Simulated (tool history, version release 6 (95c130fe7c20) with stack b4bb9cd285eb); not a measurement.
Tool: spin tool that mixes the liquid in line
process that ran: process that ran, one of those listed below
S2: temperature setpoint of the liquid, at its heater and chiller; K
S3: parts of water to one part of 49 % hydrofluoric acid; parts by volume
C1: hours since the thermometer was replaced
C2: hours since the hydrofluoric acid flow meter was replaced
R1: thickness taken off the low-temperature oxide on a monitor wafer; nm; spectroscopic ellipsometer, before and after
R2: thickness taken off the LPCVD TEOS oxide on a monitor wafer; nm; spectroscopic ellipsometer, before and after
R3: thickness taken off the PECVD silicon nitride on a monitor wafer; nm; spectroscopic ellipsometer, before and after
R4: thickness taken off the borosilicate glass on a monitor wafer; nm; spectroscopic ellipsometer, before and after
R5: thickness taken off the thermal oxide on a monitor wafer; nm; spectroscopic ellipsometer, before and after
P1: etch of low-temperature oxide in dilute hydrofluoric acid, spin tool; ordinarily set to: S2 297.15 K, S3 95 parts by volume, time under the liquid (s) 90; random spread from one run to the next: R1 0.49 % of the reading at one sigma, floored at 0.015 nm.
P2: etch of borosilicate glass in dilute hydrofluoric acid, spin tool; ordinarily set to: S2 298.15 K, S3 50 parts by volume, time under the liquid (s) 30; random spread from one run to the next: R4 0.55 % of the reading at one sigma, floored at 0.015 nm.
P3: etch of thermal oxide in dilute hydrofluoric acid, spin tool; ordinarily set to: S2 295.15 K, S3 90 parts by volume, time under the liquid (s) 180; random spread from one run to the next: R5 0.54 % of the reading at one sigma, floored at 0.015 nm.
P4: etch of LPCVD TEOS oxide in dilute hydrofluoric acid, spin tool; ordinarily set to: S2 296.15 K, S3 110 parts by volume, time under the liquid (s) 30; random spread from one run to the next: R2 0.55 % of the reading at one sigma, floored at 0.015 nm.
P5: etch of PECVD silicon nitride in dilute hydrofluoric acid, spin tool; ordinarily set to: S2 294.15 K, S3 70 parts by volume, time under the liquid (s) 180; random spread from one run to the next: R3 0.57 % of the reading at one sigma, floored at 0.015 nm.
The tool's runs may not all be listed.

Run 1, hour 15.0: process that ran P1, S2 297.15 K, S3 95 parts by volume, time under the liquid (s) 90; C1 1764.9; C2 842.0. Result: R1 18.4870 nm.
Run 2, hour 27.4: process that ran P4, S2 302.15 K, S3 110 parts by volume, time under the liquid (s) 30; C1 1777.3; C2 854.4. Result: R2 17.242 nm.
Run 3, hour 39.8: process that ran P5, S2 300.15 K, S3 70 parts by volume, time under the liquid (s) 180; C1 1789.7; C2 866.8. Result: R3 7.4885 nm.
Run 4, hour 53.4: process that ran P2, S2 305.65 K, S3 50 parts by volume, time under the liquid (s) 30; C1 1803.3; C2 880.4. Result: R4 16.8660 nm.
Run 5, hour 69.6: process that ran P4, S2 296.15 K, S3 50 parts by volume, time under the liquid (s) 30; C1 1819.5; C2 896.6. Result: R2 32.195 nm.
Run 6, hour 83.5: process that ran P3, S2 295.15 K, S3 160 parts by volume, time under the liquid (s) 180; C1 1833.4; C2 910.5. Result: R5 4.6779 nm.
Run 7, hour 92.8: process that ran P1, S2 297.15 K, S3 95 parts by volume, time under the liquid (s) 90; C1 1842.7; C2 919.8. Result: R1 18.1910 nm.
Run 8, hour 102.4: process that ran P1, S2 303.15 K, S3 95 parts by volume, time under the liquid (s) 90; C1 1852.3; C2 929.4. Result: R1 23.0760 nm.
Run 9, hour 112.7: process that ran P2, S2 298.15 K, S3 50 parts by volume, time under the liquid (s) 30; C1 1862.6; C2 939.7. Result: R4 12.5340 nm.
Run 10, hour 127.5: process that ran P1, S2 297.15 K, S3 95 parts by volume, time under the liquid (s) 90; C1 1877.4; C2 954.5. Result: R1 18.2420 nm.
Run 11, hour 140.6: process that ran P1, S2 297.15 K, S3 160 parts by volume, time under the liquid (s) 90; C1 1890.5; C2 967.6. Result: R1 10.0980 nm.
Run 12, hour 153.4: process that ran P1, S2 292.65 K, S3 95 parts by volume, time under the liquid (s) 90; C1 1903.3; C2 980.4. Result: R1 15.3480 nm.
At hour 158.8: hydrofluoric acid flow meter replaced.
Run 13, hour 162.1: process that ran P5, S2 294.15 K, S3 115 parts by volume, time under the liquid (s) 180; C1 1912.0; C2 3.4. Result: R3 3.1572 nm.
Run 14, hour 175.8: process that ran P1, S2 297.15 K, S3 95 parts by volume, time under the liquid (s) 90; C1 1925.7; C2 17.1. Result: R1 18.0610 nm.
Run 15, hour 188.0: process that ran P2, S2 298.15 K, S3 50 parts by volume, time under the liquid (s) 15; C1 1937.9; C2 29.3. Result: R4 6.2847 nm.
Run 16, hour 203.5: process that ran P3, S2 295.15 K, S3 90 parts by volume, time under the liquid (s) 30; C1 1953.4; C2 44.8. Result: R5 1.5266 nm.
Run 17, hour 212.0: process that ran P4, S2 296.15 K, S3 110 parts by volume, time under the liquid (s) 30; C1 1961.9; C2 53.3. Result: R2 13.580 nm.
Run 18, hour 225.7: process that ran P1, S2 297.15 K, S3 95 parts by volume, time under the liquid (s) 90; C1 1975.6; C2 67.0. Result: R1 18.3660 nm.
Run 19, hour 235.3: process that ran P4, S2 296.15 K, S3 110 parts by volume, time under the liquid (s) 60; C1 1985.2; C2 76.6. Result: R2 27.404 nm.
Run 20, hour 242.9: process that ran P1, S2 297.15 K, S3 95 parts by volume, time under the liquid (s) 165; C1 1992.8; C2 84.2. Result: R1 33.4050 nm.
Run 21, hour 251.6: process that ran P1, S2 290.15 K, S3 95 parts by volume, time under the liquid (s) 25; C1 2001.5; C2 92.9. Result: R1 3.8189 nm.
Run 22, hour 267.6: process that ran P4, S2 296.15 K, S3 110 parts by volume, time under the liquid (s) 30; C1 2017.5; C2 108.9. Result: R2 13.630 nm.
Run 23, hour 277.0: process that ran P1, S2 297.15 K, S3 45 parts by volume, time under the liquid (s) 40; C1 2026.9; C2 118.3. Result: R1 18.3450 nm.
Run 24, hour 287.3: process that ran P1, S2 297.15 K, S3 95 parts by volume, time under the liquid (s) 40; C1 2037.2; C2 128.6. Result: R1 8.1349 nm.
Run 25, hour 296.0: process that ran P2, S2 298.15 K, S3 25 parts by volume, time under the liquid (s) 30; C1 2045.9; C2 137.3. Result: R4 26.0050 nm.
Run 26, hour 310.6: process that ran P3, S2 295.15 K, S3 90 parts by volume, time under the liquid (s) 180; C1 2060.5; C2 151.9. Result: R5 9.1536 nm.
Run 27, hour 321.1: process that ran P5, S2 294.15 K, S3 70 parts by volume, time under the liquid (s) 320; C1 2071.0; C2 162.4. Result: R3 8.8886 nm.
Run 28, hour 328.3: process that ran P1, S2 297.15 K, S3 55 parts by volume, time under the liquid (s) 90; C1 2078.2; C2 169.6. Result: R1 33.1500 nm.
Run 29, hour 337.1: process that ran P3, S2 303.15 K, S3 90 parts by volume, time under the liquid (s) 180; C1 2087.0; C2 178.4. Result: R5 12.4310 nm.
Run 30, hour 345.0: process that ran P5, S2 294.15 K, S3 70 parts by volume, time under the liquid (s) 180; C1 2094.9; C2 186.3. Result: R3 5.0533 nm.
Run 31, hour 354.6: process that ran P1, S2 297.15 K, S3 95 parts by volume, time under the liquid (s) 90; C1 2104.5; C2 195.9. Result: R1 18.3330 nm.
Run 32, hour 363.4: process that ran P1, S2 297.15 K, S3 95 parts by volume, time under the liquid (s) 90; C1 2113.3; C2 204.7. Result: R1 18.6390 nm.
Run 33, hour 372.2: process that ran P1, S2 297.15 K, S3 95 parts by volume, time under the liquid (s) 90; C1 2122.1; C2 213.5. Result: R1 18.8670 nm.
Run 34, hour 386.7: process that ran P1, S2 297.15 K, S3 95 parts by volume, time under the liquid (s) 90; C1 2136.6; C2 228.0. Result: R1 19.2970 nm.
Run 35, hour 401.9: process that ran P1, S2 297.15 K, S3 95 parts by volume, time under the liquid (s) 90; C1 2151.8; C2 243.2. Result: R1 19.5080 nm.
Run 36, hour 415.6: process that ran P1, S2 297.15 K, S3 95 parts by volume, time under the liquid (s) 90; C1 2165.5; C2 256.9. Result: R1 19.5760 nm.
Run 37, hour 432.2: process that ran P1, S2 297.15 K, S3 95 parts by volume, time under the liquid (s) 90; C1 2182.1; C2 273.5. Result: R1 19.5690 nm.
Run 38, hour 441.4: process that ran P1, S2 297.15 K, S3 95 parts by volume, time under the liquid (s) 90; C1 2191.3; C2 282.7. Result: R1 19.5760 nm.
Run 39, hour 452.0: process that ran P1, S2 297.15 K, S3 95 parts by volume, time under the liquid (s) 90; C1 2201.9; C2 293.3. Result: R1 19.7590 nm.

The output of P1 has drifted from where it used to be. Each of the 2 causes below, taken at the size shown beside it, accounts for the log equally well:
A: hydrofluoric acid flow above the setpoint (%) = 6.88
B: liquid hotter than its thermometer reads (K) = 1.89
At approximately hour 354.6, the process output began to creep.

Consider the 4 single-wafer check runs listed below, results given as question marks: which one distinguishes between the causes by giving clearly different results for each?
Run check 1, hour 462.6: process that ran P5, S2 294.15 K, S3 70 parts by volume, time under the liquid (s) 180. Result: R3 ?.
Run check 2, hour 462.6: process that ran P3, S2 295.15 K, S3 90 parts by volume, time under the liquid (s) 180. Result: R5 ?.
Run check 3, hour 462.6: process that ran P2, S2 298.15 K, S3 50 parts by volume, time under the liquid (s) 30. Result: R4 ?.
Run check 4, hour 462.6: process that ran P4, S2 296.15 K, S3 110 parts by volume, time under the liquid (s) 30. Result: R2 ?.

How each check would come out, cause by cause:
  check  result     if A     if B
check 1      R3   5.3983   5.7505
check 2      R5   9.7910   9.8177
check 3      R4  13.5170  13.5930
check 4      R2   14.692   14.684
Minimum pairwise separation of causes per check, each pair taken at its best-separating result: check 1 6.32 %; check 2 0.27 %; check 3 0.56 %; check 4 0.06 %
Only check 1 tells the causes apart: in the others they would give nearly the same result.

Check 1 has now been run. It gave: R3 5.3748 nm. Which of the candidate causes is it?

Of the candidate causes, it is A: hydrofluoric acid flow above the setpoint (%).

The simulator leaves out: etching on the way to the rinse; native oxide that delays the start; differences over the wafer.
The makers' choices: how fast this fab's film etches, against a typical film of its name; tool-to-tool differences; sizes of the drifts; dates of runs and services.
